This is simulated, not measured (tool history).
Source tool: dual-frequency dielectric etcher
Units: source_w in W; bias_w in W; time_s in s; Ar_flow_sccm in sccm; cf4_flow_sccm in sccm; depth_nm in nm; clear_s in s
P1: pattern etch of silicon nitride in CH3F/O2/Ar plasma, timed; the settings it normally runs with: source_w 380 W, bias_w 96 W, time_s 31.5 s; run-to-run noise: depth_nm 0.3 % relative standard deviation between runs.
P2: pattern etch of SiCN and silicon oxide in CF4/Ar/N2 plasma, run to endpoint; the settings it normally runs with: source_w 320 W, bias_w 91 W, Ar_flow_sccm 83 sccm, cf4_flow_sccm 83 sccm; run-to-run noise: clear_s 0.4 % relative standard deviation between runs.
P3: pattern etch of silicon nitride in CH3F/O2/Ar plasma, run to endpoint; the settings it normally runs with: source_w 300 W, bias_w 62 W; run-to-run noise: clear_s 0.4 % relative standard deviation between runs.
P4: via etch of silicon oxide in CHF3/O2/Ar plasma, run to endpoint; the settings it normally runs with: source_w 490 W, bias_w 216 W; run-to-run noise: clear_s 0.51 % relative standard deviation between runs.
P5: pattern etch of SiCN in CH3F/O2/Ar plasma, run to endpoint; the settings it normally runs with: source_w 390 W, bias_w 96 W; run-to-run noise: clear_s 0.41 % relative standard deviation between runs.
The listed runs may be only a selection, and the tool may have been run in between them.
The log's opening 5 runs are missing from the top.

run,day,process,source_w,bias_w,time_s,Ar_flow_sccm,cf4_flow_sccm,hours since the last wet clean,hours since the last source power generator calibration,hours since the last bias power generator calibration,depth_nm,clear_s
6,3.375,P1,380,96,31.5,,,130.6,1994.8,985.7,23.973,
7,3.912,P1,380,96,21.5,,,143.5,2007.7,998.6,16.345,
8,4.483,P5,390,118,,,,157.2,2021.4,1012.3,,24.085
9,5.138,P4,490,216,,,,172.9,2037.1,1028,,211.53
10,5.454,P3,180,62,,,,180.5,2044.7,1035.6,,69.407
11,5.75,P2,320,63,,83,83,187.6,2051.8,1042.7,,21.154
12,6.383,P4,490,256,,,,202.8,2067,1057.9,,197.62
13,6.746,P1,380,76,31.5,,,211.5,2075.7,1066.6,22.013,
14,7.217,P1,520,96,19.5,,,222.8,2087,1077.9,16.653,
15,7.792,P5,520,96,,,,236.6,2100.8,1091.7,,23.61
16,8.304,P1,380,127,31.5,,,248.9,2113.1,1104,26.69,
17,8.708,P1,380,96,31.5,,,258.6,2122.8,1113.7,23.913,
18,9.171,P5,390,96,,,,269.7,2133.9,1124.8,,26.204
19,9.7,P4,490,216,,,,282.4,2146.6,1137.5,,210.7
20,10.1,P2,320,91,,99,83,292,2156.2,1147.1,,18.941

Estimate the outcome of run 21 from the log above:
21,10.5,P2,320,91,,83,67,301.6,2165.8,1156.7,,?

Run 21 measured clear_s 19.172 s.
